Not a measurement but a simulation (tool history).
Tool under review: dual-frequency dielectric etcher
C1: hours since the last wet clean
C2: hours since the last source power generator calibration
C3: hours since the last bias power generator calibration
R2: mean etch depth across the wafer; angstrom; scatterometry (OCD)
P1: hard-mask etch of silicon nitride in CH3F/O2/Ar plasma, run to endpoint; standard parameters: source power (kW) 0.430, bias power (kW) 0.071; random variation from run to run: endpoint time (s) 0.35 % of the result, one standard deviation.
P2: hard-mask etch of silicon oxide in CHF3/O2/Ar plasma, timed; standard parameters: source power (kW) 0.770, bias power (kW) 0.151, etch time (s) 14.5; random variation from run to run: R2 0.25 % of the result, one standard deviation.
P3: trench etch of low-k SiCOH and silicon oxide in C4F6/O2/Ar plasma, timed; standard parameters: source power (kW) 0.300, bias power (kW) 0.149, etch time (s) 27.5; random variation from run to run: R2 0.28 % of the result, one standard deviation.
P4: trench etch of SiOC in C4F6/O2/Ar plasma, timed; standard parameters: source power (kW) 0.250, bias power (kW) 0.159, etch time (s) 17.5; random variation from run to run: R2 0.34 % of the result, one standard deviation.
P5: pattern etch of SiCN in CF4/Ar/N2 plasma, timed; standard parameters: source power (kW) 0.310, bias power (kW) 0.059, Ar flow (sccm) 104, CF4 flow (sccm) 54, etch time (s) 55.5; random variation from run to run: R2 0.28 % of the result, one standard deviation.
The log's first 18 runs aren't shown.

{"run": 19, "hour": 114.5, "process that ran": "P5", "source power (kW)": 0.37, "bias power (kW)": 0.059, "etch time (s)": 55.5, "Ar flow (sccm)": 104, "CF4 flow (sccm)": 54, "C1": 466.2, "C2": 1166.1, "C3": 42.1, "R2": 372.06}
{"run": 20, "hour": 120.9, "process that ran": "P1", "source power (kW)": 0.43, "bias power (kW)": 0.044, "C1": 472.6, "C2": 1172.5, "C3": 48.5, "endpoint time (s)": 50.251}
{"run": 21, "hour": 128.9, "process that ran": "P3", "source power (kW)": 0.3, "bias power (kW)": 0.149, "etch time (s)": 27.5, "C1": 480.6, "C2": 1180.5, "C3": 56.5, "R2": 746.49}
{"run": 22, "hour": 137.1, "process that ran": "P2", "source power (kW)": 0.77, "bias power (kW)": 0.214, "etch time (s)": 14.5, "C1": 488.8, "C2": 1188.7, "C3": 64.7, "R2": 335.6}
{"run": 23, "hour": 142.0, "process that ran": "P4", "source power (kW)": 0.25, "bias power (kW)": 0.159, "etch time (s)": 17.5, "C1": 493.7, "C2": 1193.6, "C3": 69.6, "R2": 287.32}
{"run": 24, "hour": 149.6, "process that ran": "P5", "source power (kW)": 0.31, "bias power (kW)": 0.059, "etch time (s)": 55.5, "Ar flow (sccm)": 85, "CF4 flow (sccm)": 54, "C1": 501.3, "C2": 1201.2, "C3": 77.2, "R2": 328.94}
{"run": 25, "hour": 156.4, "process that ran": "P1", "source power (kW)": 0.56, "bias power (kW)": 0.071, "C1": 508.1, "C2": 1208.0, "C3": 84.0, "endpoint time (s)": 39.421}
{"run": 26, "hour": 161.7, "process that ran": "P2", "source power (kW)": 1.04, "bias power (kW)": 0.151, "etch time (s)": 14.5, "C1": 513.4, "C2": 1213.3, "C3": 89.3, "R2": 336.59}
{"hour": 162.6, "done": "source power generator calibrated"}
{"run": 27, "hour": 168.9, "process that ran": "P1", "source power (kW)": 0.27, "bias power (kW)": 0.085, "C1": 520.6, "C2": 6.4, "C3": 96.5, "endpoint time (s)": 48.392}
{"run": 28, "hour": 175.7, "process that ran": "P1", "source power (kW)": 0.43, "bias power (kW)": 0.071, "C1": 527.4, "C2": 13.2, "C3": 103.3, "endpoint time (s)": 43.137}
{"run": 29, "hour": 184.3, "process that ran": "P3", "source power (kW)": 0.3, "bias power (kW)": 0.149, "etch time (s)": 27.5, "C1": 536.0, "C2": 21.8, "C3": 111.9, "R2": 746.56}
{"run": 30, "hour": 192.3, "process that ran": "P4", "source power (kW)": 0.25, "bias power (kW)": 0.159, "etch time (s)": 13.5, "C1": 544.0, "C2": 29.8, "C3": 119.9, "R2": 220.73}
{"run": 31, "hour": 200.0, "process that ran": "P1", "source power (kW)": 0.43, "bias power (kW)": 0.071, "C1": 551.7, "C2": 37.5, "C3": 127.6, "endpoint time (s)": 43.457}
{"run": 32, "hour": 204.4, "process that ran": "P2", "source power (kW)": 0.77, "bias power (kW)": 0.151, "etch time (s)": 14.5, "C1": 556.1, "C2": 41.9, "C3": 132.0, "R2": 299.27}
{"run": 33, "hour": 211.0, "process that ran": "P5", "source power (kW)": 0.31, "bias power (kW)": 0.059, "etch time (s)": 31.0, "Ar flow (sccm)": 104, "CF4 flow (sccm)": 54, "C1": 562.7, "C2": 48.5, "C3": 138.6, "R2": 178.64}
{"run": 34, "hour": 217.8, "process that ran": "P5", "source power (kW)": 0.31, "bias power (kW)": 0.059, "etch time (s)": 55.5, "Ar flow (sccm)": 104, "CF4 flow (sccm)": 54, "C1": 569.5, "C2": 55.3, "C3": 145.4, "R2": 318.18}
{"run": 35, "hour": 221.8, "process that ran": "P1", "source power (kW)": 0.43, "bias power (kW)": 0.071, "C1": 573.5, "C2": 59.3, "C3": 149.4, "endpoint time (s)": 43.517}
{"run": 36, "hour": 230.0, "process that ran": "P1", "source power (kW)": 0.43, "bias power (kW)": 0.071, "C1": 581.7, "C2": 67.5, "C3": 157.6, "endpoint time (s)": 43.456}
{"run": 37, "hour": 235.3, "process that ran": "P1", "source power (kW)": 0.43, "bias power (kW)": 0.071, "C1": 587.0, "C2": 72.8, "C3": 162.9, "endpoint time (s)": 43.636}
{"run": 38, "hour": 241.0, "process that ran": "P1", "source power (kW)": 0.43, "bias power (kW)": 0.071, "C1": 592.7, "C2": 78.5, "C3": 168.6, "endpoint time (s)": 43.869}

What does the tool deliver on the next run?
{"hour": 247.5, "done": "wet clean of the chamber"}
{"run": 39, "hour": 248.6, "process that ran": "P1", "source power (kW)": 0.43, "bias power (kW)": 0.071, "C1": 1.2, "C2": 86.1, "C3": 176.2, "endpoint time (s)": "?"}

{"run 39": {"endpoint time (s)": 43.986}}

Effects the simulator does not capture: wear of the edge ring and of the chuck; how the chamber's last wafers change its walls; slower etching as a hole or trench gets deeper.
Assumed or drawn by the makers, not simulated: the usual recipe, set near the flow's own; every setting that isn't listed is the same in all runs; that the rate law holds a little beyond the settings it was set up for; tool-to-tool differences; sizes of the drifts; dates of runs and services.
